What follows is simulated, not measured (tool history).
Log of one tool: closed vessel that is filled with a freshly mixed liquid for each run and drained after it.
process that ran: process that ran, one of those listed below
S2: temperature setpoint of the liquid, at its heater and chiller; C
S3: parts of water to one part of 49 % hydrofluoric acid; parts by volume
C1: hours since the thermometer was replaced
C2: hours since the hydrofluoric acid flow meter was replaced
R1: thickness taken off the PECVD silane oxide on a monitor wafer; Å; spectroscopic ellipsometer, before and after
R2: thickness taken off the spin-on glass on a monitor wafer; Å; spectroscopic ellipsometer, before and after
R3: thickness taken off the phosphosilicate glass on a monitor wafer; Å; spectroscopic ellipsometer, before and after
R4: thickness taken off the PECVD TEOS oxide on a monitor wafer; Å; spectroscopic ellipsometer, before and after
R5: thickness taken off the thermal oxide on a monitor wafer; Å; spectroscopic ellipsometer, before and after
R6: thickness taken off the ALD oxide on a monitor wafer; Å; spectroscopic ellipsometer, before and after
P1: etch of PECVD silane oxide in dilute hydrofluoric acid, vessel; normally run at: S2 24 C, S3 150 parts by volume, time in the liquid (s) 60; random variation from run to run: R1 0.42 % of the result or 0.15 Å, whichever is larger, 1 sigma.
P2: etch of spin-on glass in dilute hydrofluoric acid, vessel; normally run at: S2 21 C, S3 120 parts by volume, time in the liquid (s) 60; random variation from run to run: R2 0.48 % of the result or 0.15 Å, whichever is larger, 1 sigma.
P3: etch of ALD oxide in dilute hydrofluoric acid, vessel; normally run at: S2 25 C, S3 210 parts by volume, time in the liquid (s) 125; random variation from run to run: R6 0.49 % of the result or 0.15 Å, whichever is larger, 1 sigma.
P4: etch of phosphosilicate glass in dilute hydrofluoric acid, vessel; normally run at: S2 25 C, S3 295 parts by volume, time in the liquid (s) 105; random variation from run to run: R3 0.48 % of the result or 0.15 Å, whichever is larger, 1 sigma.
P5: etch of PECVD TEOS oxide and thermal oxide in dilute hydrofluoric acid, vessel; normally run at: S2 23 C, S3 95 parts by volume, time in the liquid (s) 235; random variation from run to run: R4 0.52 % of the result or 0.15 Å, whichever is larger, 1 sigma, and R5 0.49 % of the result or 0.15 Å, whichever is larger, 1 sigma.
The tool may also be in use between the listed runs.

run 1 hour=8.5 | process_that_ran=P1 S2=24 S3=150 time_in_the_liquid_(s)=60 | C1=1000.5 C2=245.1 | R1=129.57
run 2 hour=20 | process_that_ran=P1 S2=24 S3=150 time_in_the_liquid_(s)=60 | C1=1012 C2=256.6 | R1=129.69
run 3 hour=29.4 | process_that_ran=P1 S2=24 S3=150 time_in_the_liquid_(s)=60 | C1=1021.4 C2=266 | R1=129.55
run 4 hour=39.2 | process_that_ran=P2 S2=26 S3=120 time_in_the_liquid_(s)=60 | C1=1031.2 C2=275.8 | R2=160.88
run 5 hour=46.2 | process_that_ran=P1 S2=24 S3=150 time_in_the_liquid_(s)=60 | C1=1038.2 C2=282.8 | R1=128.64
run 6 hour=57.6 | process_that_ran=P4 S2=25 S3=295 time_in_the_liquid_(s)=105 | C1=1049.6 C2=294.2 | R3=356.73
run 7 hour=70.1 | process_that_ran=P1 S2=24 S3=150 time_in_the_liquid_(s)=30 | C1=1062.1 C2=306.7 | R1=65.116
run 8 hour=77.4 | process_that_ran=P1 S2=24 S3=90 time_in_the_liquid_(s)=60 | C1=1069.4 C2=314 | R1=233.01
run 9 hour=84.4 | process_that_ran=P1 S2=24 S3=150 time_in_the_liquid_(s)=60 | C1=1076.4 C2=321 | R1=130.39
run 10 hour=92.9 | process_that_ran=P1 S2=30 S3=150 time_in_the_liquid_(s)=60 | C1=1084.9 C2=329.5 | R1=162.93
run 11 hour=105.1 | process_that_ran=P1 S2=24 S3=150 time_in_the_liquid_(s)=60 | C1=1097.1 C2=341.7 | R1=129.13
run 12 hour=117 | process_that_ran=P4 S2=25 S3=295 time_in_the_liquid_(s)=185 | C1=1109 C2=353.6 | R3=629.13
run 13 hour=123.6 | process_that_ran=P1 S2=24 S3=150 time_in_the_liquid_(s)=60 | C1=1115.6 C2=360.2 | R1=130.3
run 14 hour=136.6 | process_that_ran=P1 S2=24 S3=245 time_in_the_liquid_(s)=60 | C1=1128.6 C2=373.2 | R1=71.29
run 15 hour=147.2 | process_that_ran=P5 S2=23 S3=95 time_in_the_liquid_(s)=90 | C1=1139.2 C2=383.8 | R4=161.58 R5=43.325
run 16 hour=155.1 | process_that_ran=P5 S2=23 S3=140 time_in_the_liquid_(s)=235 | C1=1147.1 C2=391.7 | R4=273.52 R5=73.479
run 17 hour=160.9 | process_that_ran=P1 S2=20.5 S3=70 time_in_the_liquid_(s)=60 | C1=1152.9 C2=397.5 | R1=265.78
run 18 hour=173.3 | process_that_ran=P4 S2=18.5 S3=295 time_in_the_liquid_(s)=105 | C1=1165.3 C2=409.9 | R3=283.06
run 19 hour=184.8 | process_that_ran=P3 S2=25 S3=210 time_in_the_liquid_(s)=125 | C1=1176.8 C2=421.4 | R6=125.3
run 20 hour=190.6 | process_that_ran=P3 S2=25 S3=210 time_in_the_liquid_(s)=200 | C1=1182.6 C2=427.2 | R6=198.63
run 21 hour=197.6 | process_that_ran=P3 S2=20 S3=210 time_in_the_liquid_(s)=125 | C1=1189.6 C2=434.2 | R6=104.54
run 22 hour=209.3 | process_that_ran=P2 S2=21 S3=215 time_in_the_liquid_(s)=60 | C1=1201.3 C2=445.9 | R2=67.443
run 23 hour=219.8 | process_that_ran=P1 S2=19 S3=150 time_in_the_liquid_(s)=60 | C1=1211.8 C2=456.4 | R1=106.67
run 24 hour=226.6 | process_that_ran=P2 S2=21 S3=120 time_in_the_liquid_(s)=60 | C1=1218.6 C2=463.2 | R2=133.05
run 25 hour=236.5 | process_that_ran=P5 S2=30 S3=95 time_in_the_liquid_(s)=235 | C1=1228.5 C2=473.1 | R4=557.99 R5=148.95
run 26 hour=247.9 | process_that_ran=P1 S2=24 S3=150 time_in_the_liquid_(s)=85 | C1=1239.9 C2=484.5 | R1=185.11
run 27 hour=256.8 | process_that_ran=P2 S2=21 S3=120 time_in_the_liquid_(s)=30 | C1=1248.8 C2=493.4 | R2=66.84
run 28 hour=265.8 | process_that_ran=P3 S2=25 S3=65 time_in_the_liquid_(s)=125 | C1=1257.8 C2=502.4 | R6=478.52
run 29 hour=274.3 | process_that_ran=P3 S2=25 S3=210 time_in_the_liquid_(s)=125 | C1=1266.3 C2=510.9 | R6=126.52
run 30 hour=286.1 | process_that_ran=P5 S2=23 S3=95 time_in_the_liquid_(s)=235 | C1=1278.1 C2=522.7 | R4=423.77 R5=113.73
run 31 hour=298.3 | process_that_ran=P5 S2=23 S3=95 time_in_the_liquid_(s)=235 | C1=1290.3 C2=534.9 | R4=423.47 R5=113.34
run 32 hour=305.2 | process_that_ran=P4 S2=25 S3=490 time_in_the_liquid_(s)=105 | C1=1297.2 C2=541.8 | R3=179.82
run 33 hour=317.3 | process_that_ran=P1 S2=24 S3=150 time_in_the_liquid_(s)=60 | C1=1309.3 C2=553.9 | R1=130.81
run 34 hour=330.2 | process_that_ran=P1 S2=24 S3=150 time_in_the_liquid_(s)=60 | C1=1322.2 C2=566.8 | R1=124.13
run 35 hour=339.7 | process_that_ran=P1 S2=24 S3=150 time_in_the_liquid_(s)=60 | C1=1331.7 C2=576.3 | R1=120.84
run 36 hour=349.6 | process_that_ran=P1 S2=24 S3=150 time_in_the_liquid_(s)=60 | C1=1341.6 C2=586.2 | R1=120.03
run 37 hour=357.6 | process_that_ran=P1 S2=24 S3=150 time_in_the_liquid_(s)=60 | C1=1349.6 C2=594.2 | R1=119.75
run 38 hour=370 | process_that_ran=P1 S2=24 S3=150 time_in_the_liquid_(s)=60 | C1=1362 C2=606.6 | R1=118.65
run 39 hour=377.9 | process_that_ran=P1 S2=24 S3=150 time_in_the_liquid_(s)=60 | C1=1369.9 C2=614.5 | R1=118.25
run 40 hour=387.2 | process_that_ran=P1 S2=24 S3=150 time_in_the_liquid_(s)=60 | C1=1379.2 C2=623.8 | R1=118.1

What P1 gives has crept away from where it was. These 2 causes fit the log equally well, each at the size given:
A: liquid colder than its thermometer reads (K) = 2.3
B: hydrofluoric acid flow below the setpoint (%) = 7.26
The creep began at about hour 317.3.

4 check runs are offered, each on 2 wafers whose results are averaged, their results left as question marks. Which one tells the causes apart?
run check 1 hour=396.5 | process_that_ran=P3 S2=21 S3=135 time_in_the_liquid_(s)=125 | R6=?
run check 2 hour=396.5 | process_that_ran=P2 S2=21 S3=155 time_in_the_liquid_(s)=30 | R2=?
run check 3 hour=396.5 | process_that_ran=P4 S2=25 S3=435 time_in_the_liquid_(s)=105 | R3=?
run check 4 hour=396.5 | process_that_ran=P5 S2=29.5 S3=95 time_in_the_liquid_(s)=235 | R4=? R5=?

What each check would give under each cause:
check=check_1 result=R6 if_A=166.01 if_B=166.97
check=check_2 result=R2 if_A=45.375 if_B=45.524
check=check_3 result=R3 if_A=197.15 if_B=191.16
check=check_4 result=R4 if_A=501.3 if_B=502.36
check=check_4 result=R5 if_A=133.48 if_B=133.76
How far apart the two closest causes lie, in the result that separates them most: check 1 0.57 %; check 2 0.33 %; check 3 3.09 %; check 4 0.21 %
Check 3 tells the causes apart: in the others they would give nearly the same result.

Then check 3 was run and gave: R3 197.22 Å. Which cause is it?

It is A: liquid colder than its thermometer reads (K).
